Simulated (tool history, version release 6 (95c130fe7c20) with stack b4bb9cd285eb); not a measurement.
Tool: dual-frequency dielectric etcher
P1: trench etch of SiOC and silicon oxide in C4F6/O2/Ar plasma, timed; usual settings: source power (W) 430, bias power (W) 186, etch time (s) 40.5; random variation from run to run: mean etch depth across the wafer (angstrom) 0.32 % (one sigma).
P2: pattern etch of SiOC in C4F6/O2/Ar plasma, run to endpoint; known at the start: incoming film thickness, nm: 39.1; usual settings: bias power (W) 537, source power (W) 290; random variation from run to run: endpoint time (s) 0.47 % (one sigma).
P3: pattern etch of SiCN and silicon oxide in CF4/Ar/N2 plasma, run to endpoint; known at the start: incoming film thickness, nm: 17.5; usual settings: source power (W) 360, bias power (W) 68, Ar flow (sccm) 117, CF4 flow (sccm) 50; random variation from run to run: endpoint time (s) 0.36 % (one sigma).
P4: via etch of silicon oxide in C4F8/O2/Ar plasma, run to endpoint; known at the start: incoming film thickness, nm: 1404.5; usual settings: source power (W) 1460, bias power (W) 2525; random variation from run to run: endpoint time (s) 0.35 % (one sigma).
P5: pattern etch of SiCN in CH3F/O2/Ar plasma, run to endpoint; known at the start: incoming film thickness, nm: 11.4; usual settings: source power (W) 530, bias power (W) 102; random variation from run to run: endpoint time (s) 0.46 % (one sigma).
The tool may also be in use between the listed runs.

| run | hour | process that ran | source power (W) | bias power (W) | etch time (s) | Ar flow (sccm) | CF4 flow (sccm) | hours since the last wet clean | hours since the last source power generator calibration | hours since the last bias power generator calibration | mean etch depth across the wafer (angstrom) | endpoint time (s) |
|---|---|---|---|---|---|---|---|---|---|---|---|---|
| 1 | 3.8 | P1 | 430 | 186 | 40.5 |  |  | 184.4 | 1648.5 | 1676.6 | 825.14 |  |
| 2 | 8.2 | P4 | 920 | 2525 |  |  |  | 188.8 | 1652.9 | 1681 |  | 356.57 |
| 3 | 13.5 | P1 | 430 | 186 | 40.5 |  |  | 194.1 | 1658.2 | 1686.3 | 829.91 |  |
| 4 | 19.1 | P5 | 380 | 102 |  |  |  | 199.7 | 1663.8 | 1691.9 |  | 27.14 |
| 5 | 22.1 | P2 | 290 | 537 |  |  |  | 202.7 | 1666.8 | 1694.9 |  | 14.168 |
| 6 | 27.6 | P1 | 430 | 186 | 40.5 |  |  | 208.2 | 1672.3 | 1700.4 | 833.04 |  |
| 7 | 31.8 | P1 | 430 | 186 | 40.5 |  |  | 212.4 | 1676.5 | 1704.6 | 830.51 |  |
| 8 | 35.1 | P1 | 430 | 223 | 50.5 |  |  | 215.7 | 1679.8 | 1707.9 | 1097.8 |  |
| 9 | 38.6 | P4 | 1460 | 3202 |  |  |  | 219.2 | 1683.3 | 1711.4 |  | 274.29 |
| 10 | 42 | P4 | 1460 | 2525 |  |  |  | 222.6 | 1686.7 | 1714.8 |  | 297.69 |
| 11 | 44.8 | P1 | 430 | 263 | 40.5 |  |  | 225.4 | 1689.5 | 1717.6 | 930.25 |  |
| 12 | 49.4 | P3 | 480 | 68 |  | 117 | 50 | 230 | 1694.1 | 1722.2 |  | 21.963 |
| 13 | 55.2 | P1 | 430 | 186 | 22.5 |  |  | 235.8 | 1699.9 | 1728 | 463.88 |  |
| 14 | 60.9 | P1 | 430 | 148 | 40.5 |  |  | 241.5 | 1705.6 | 1733.7 | 776.57 |  |
| 15 | 65.4 | P1 | 550 | 153 | 40.5 |  |  | 246 | 1710.1 | 1738.2 | 859.4 |  |
| 16 | 70.1 | P1 | 430 | 186 | 51.5 |  |  | 250.7 | 1714.8 | 1742.9 | 1058.1 |  |
| 17 | 73.4 | P1 | 430 | 186 | 40.5 |  |  | 254 | 1718.1 | 1746.2 | 830.76 |  |
| 18 | 76 | P3 | 360 | 40 |  | 117 | 50 | 256.6 | 1720.7 | 1748.8 |  | 33.763 |
| 19 | 80.9 | P2 | 290 | 749 |  |  |  | 261.5 | 1725.6 | 1753.7 |  | 12.413 |
|  | 82.5 | bias power generator calibrated |
| 20 | 83.8 | P5 | 530 | 102 |  |  |  | 264.4 | 1728.5 | 1.4 |  | 23.857 |
| 21 | 89.3 | P4 | 1460 | 2525 |  |  |  | 269.9 | 1734 | 6.9 |  | 297.62 |
| 22 | 95 | P3 | 360 | 68 |  | 117 | 50 | 275.6 | 1739.7 | 12.6 |  | 28.336 |
| 23 | 99.4 | P2 | 170 | 537 |  |  |  | 280 | 1744.1 | 17 |  | 17.117 |
|  | 104.2 | source power generator calibrated |
| 24 | 104.2 | P1 | 430 | 238 | 22.5 |  |  | 284.8 | 0.1 | 21.8 | 503.2 |  |
| 25 | 108.2 | P3 | 360 | 68 |  | 145 | 50 | 288.8 | 4.1 | 25.8 |  | 29.115 |
| 26 | 112.4 | P3 | 360 | 68 |  | 117 | 69 | 293 | 8.3 | 30 |  | 26.815 |
| 27 | 117 | P5 | 530 | 135 |  |  |  | 297.6 | 12.9 | 34.6 |  | 21.303 |
| 28 | 122.5 | P1 | 290 | 186 | 40.5 |  |  | 303.1 | 18.4 | 40.1 | 709.92 |  |
| 29 | 127.3 | P1 | 430 | 186 | 40.5 |  |  | 307.9 | 23.2 | 44.9 | 830.84 |  |
| 30 | 132.6 | P1 | 530 | 186 | 40.5 |  |  | 313.2 | 28.5 | 50.2 | 900.14 |  |
| 31 | 137.8 | P1 | 430 | 186 | 40.5 |  |  | 318.4 | 33.7 | 55.4 | 826.48 |  |
| 32 | 143.6 | P1 | 430 | 186 | 40.5 |  |  | 324.2 | 39.5 | 61.2 | 822.31 |  |
| 33 | 148.2 | P1 | 430 | 186 | 40.5 |  |  | 328.8 | 44.1 | 65.8 | 819.31 |  |
| 34 | 151.9 | P1 | 430 | 186 | 40.5 |  |  | 332.5 | 47.8 | 69.5 | 820.41 |  |
|  | 155.1 | wet clean of the chamber |
| 35 | 156.4 | P1 | 430 | 186 | 40.5 |  |  | 1.4 | 52.3 | 74 | 816.74 |  |
| 36 | 160.5 | P1 | 430 | 186 | 40.5 |  |  | 5.5 | 56.4 | 78.1 | 816.48 |  |
| 37 | 163.6 | P1 | 430 | 186 | 40.5 |  |  | 8.6 | 59.5 | 81.2 | 814.21 |  |

What P1 gives has crept away from where it was. These 2 causes fit the log equally well, each at the size given:
A: source power that arrives under what is set, % = 3.98
B: bias power that arrives under what is set, % = 4.88
The creep began at about hour 137.8.
Why every other cause is out:
chamber walls in a state that lowers the etch rate, %: serviced at hour 155.1, which brought nothing back

4 check runs are offered, each on 2 wafers whose results are averaged, their results left as question marks. Which one tells the causes apart?
| check 1 | 166.7 | P5 | 530 | 132 |  |  |  |  |  |  |  | ? |
| check 2 | 166.7 | P4 | 1460 | 3119 |  |  |  |  |  |  |  | ? |
| check 3 | 166.7 | P3 | 470 | 41 |  | 117 | 50 |  |  |  |  | ? |
| check 4 | 166.7 | P2 | 180 | 735 |  |  |  |  |  |  |  | ? |

What each check would give under each cause:
| check | result | if A | if B |
|---|---|---|---|
| check 1 | endpoint time (s) | 21.989 | 22.089 |
| check 2 | endpoint time (s) | 282.38 | 282.44 |
| check 3 | endpoint time (s) | 27.531 | 26.983 |
| check 4 | endpoint time (s) | 15.117 | 15.203 |
How far apart the two closest causes lie, in the result that separates them most: check 1 0.45 %; check 2 0.02 %; check 3 2.01 %; check 4 0.56 %
Check 3 tells the causes apart: in the others they would give nearly the same result.

Then check 3 was run and gave: endpoint time (s) 27.5. Which cause is it?

It is A: source power that arrives under what is set, %.
